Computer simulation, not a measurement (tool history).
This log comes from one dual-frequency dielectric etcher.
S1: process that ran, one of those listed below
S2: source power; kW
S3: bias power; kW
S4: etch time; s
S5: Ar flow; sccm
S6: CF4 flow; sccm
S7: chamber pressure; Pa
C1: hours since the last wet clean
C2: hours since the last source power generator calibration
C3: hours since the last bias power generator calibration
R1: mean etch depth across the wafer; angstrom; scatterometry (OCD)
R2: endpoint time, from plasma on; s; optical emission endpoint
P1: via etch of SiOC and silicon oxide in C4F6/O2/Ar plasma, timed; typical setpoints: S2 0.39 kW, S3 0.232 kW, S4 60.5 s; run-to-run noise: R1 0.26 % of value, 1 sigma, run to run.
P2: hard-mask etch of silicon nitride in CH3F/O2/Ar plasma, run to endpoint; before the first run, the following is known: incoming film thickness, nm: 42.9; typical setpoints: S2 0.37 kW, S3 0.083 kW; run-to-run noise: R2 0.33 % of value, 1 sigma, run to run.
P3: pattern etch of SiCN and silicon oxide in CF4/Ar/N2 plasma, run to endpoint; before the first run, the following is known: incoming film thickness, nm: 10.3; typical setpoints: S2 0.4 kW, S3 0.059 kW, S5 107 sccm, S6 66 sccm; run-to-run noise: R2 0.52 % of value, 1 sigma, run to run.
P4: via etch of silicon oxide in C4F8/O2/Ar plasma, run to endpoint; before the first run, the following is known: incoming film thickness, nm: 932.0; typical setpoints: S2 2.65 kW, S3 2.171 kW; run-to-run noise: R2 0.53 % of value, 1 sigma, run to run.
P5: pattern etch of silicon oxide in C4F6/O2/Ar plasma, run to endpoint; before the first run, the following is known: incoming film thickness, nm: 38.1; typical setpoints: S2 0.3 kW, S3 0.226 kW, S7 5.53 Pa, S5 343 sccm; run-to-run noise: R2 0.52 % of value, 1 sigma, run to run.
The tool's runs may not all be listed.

run    day  S1    S2     S3    S4   S5  S6    S7     C1      C2      C3      R1      R2
  1  0.196  P1  0.39  0.232  60.5                 357.1    1597  1376.3  719.95
  2  0.279  P4  1.77  2.171                       359.1    1599  1378.3          183.84
  3  0.379  P3  0.55  0.059        107  66        361.5  1601.4  1380.7          10.972
  4  0.504  P1  0.28  0.232  60.5                 364.5  1604.4  1383.7  638.35
  5  0.608  P1  0.39  0.232  60.5                   367  1606.9  1386.2  716.53
  6  0.704  P5   0.3  0.226        343      5.53  369.3  1609.2  1388.5          13.296
  7  0.892  P5   0.3  0.226        276      5.53  373.8  1613.7    1393          12.867
  8      1  P5  0.24  0.226        343      5.53  376.4  1616.3  1395.6           14.41
  9  1.188  P2  0.37  0.056                       380.9  1620.8  1400.1          70.249
 10  1.325  P1  0.39  0.274  80.5                 384.2  1624.1  1403.4  1017.1
 11  1.517  P1  0.39  0.232  73.5                 388.8  1628.7    1408  869.82
 12  1.683  P1  0.24  0.232    82                 392.8  1632.7    1412  812.07
 13  1.846  P4  2.65  1.299                       396.7  1636.6  1415.9          180.07
 14  2.029  P3   0.4  0.059        107  66        401.1    1641  1420.3          14.521
 15  2.188  P1  0.39  0.292  60.5                 404.9  1644.8  1424.1  777.62
 16  2.375  P5   0.3  0.226        343      7.53  409.4  1649.3  1428.6          13.691
 17  2.462  P1  0.55  0.232  60.5                 411.5  1651.4  1430.7  816.96
 18  2.579  P3   0.4  0.059        130  66        414.3  1654.2  1433.5          15.076
 19  2.696  P3   0.4  0.059        107  92        417.1    1657  1436.3          13.716
 20  2.812  P1  0.39  0.232  60.5                 419.9  1659.8  1439.1  721.78
 21  2.992  P3   0.4   0.04        107  66        424.2  1664.1  1443.4          16.515
 22  3.079  P2  0.37  0.083                       426.3  1666.2  1445.5          61.841
 23  3.233  P3   0.4  0.059        107  66          430  1669.9  1449.2          14.413
 24  3.371  P2  0.51  0.083                       433.3  1673.2  1452.5          54.142
 25  3.517  P1  0.39  0.232  33.5                 436.8  1676.7    1456  398.46
 26  3.683  P4  2.65  2.171                       440.8  1680.7    1460           155.2
 27  3.858  P5   0.3  0.226        343      5.53    445  1684.9  1464.2          13.201
 28      4  P5   0.3  0.167        343      5.53  448.4  1688.3  1467.6          14.694
 29  4.162  P1  0.39   0.14  60.5                 452.3  1692.2  1471.5  614.09
 30  4.279  P1  0.39  0.232  60.5                 455.1    1695  1474.3  720.56
 31  4.454  P1  0.39  0.232  60.5                 459.3  1699.2  1478.5  719.05
 32    4.6  P1  0.39  0.232  60.5                 462.8  1702.7    1482  711.43
 33  4.796  P1  0.39  0.232  60.5                 467.5  1707.4  1486.7  710.76
 34  4.933  P1  0.39  0.232  60.5                 470.8  1710.7    1490  709.11
 35  5.096  P1  0.39  0.232  60.5                 474.7  1714.6  1493.9  707.11
      5.15  -- wet clean of the chamber
 36  5.288  P1  0.39  0.232  60.5                   3.3  1719.2  1498.5  705.19
 37  5.392  P1  0.39  0.232  60.5                   5.8  1721.7    1501  712.61

Something has made what P1 gives creep away from where it was; the 2 causes below, each at its own stated size, fit the log equally well:
A: source power that arrives under what is set, % = 4.3
B: bias power that arrives under what is set, % = 4.85
Onset of the creep was near day 4.454.
Why every other cause is out:
chamber walls in a state that lowers the etch rate, %: its service at day 5.15 followed the start of the drift and did not put the process back to its old value

Consider the 4 check runs below, whose results appear as question marks and each of which averages 3 wafers. Which one distinguishes the causes, in that each cause would give it a clearly different result?
check 1  5.496  P4  2.65  2.171                                      ?
check 2  5.496  P3   0.4  0.059      107  66                         ?
check 3  5.496  P5   0.3  0.226      343      5.53                   ?
check 4  5.496  P2  0.37  0.083                                      ?

Expected result of each check under each candidate cause:
  check  result    if A    if B
check 1      R2   159.3  158.75
check 2      R2  15.066  14.732
check 3      R2  13.407  13.406
check 4      R2  62.474  62.542
Smallest distance between any two causes, each pair judged by its most separating result, in per cent: check 1 0.35 %; check 2 2.24 %; check 3 0.01 %; check 4 0.11 %
Only in check 2 would the causes give clearly different results; in the remaining checks their results would be nearly the same.

Running check 2 produced the following: R2 15.102 s. Which one of the listed causes fits?

The cause is A: source power that arrives under what is set, %.
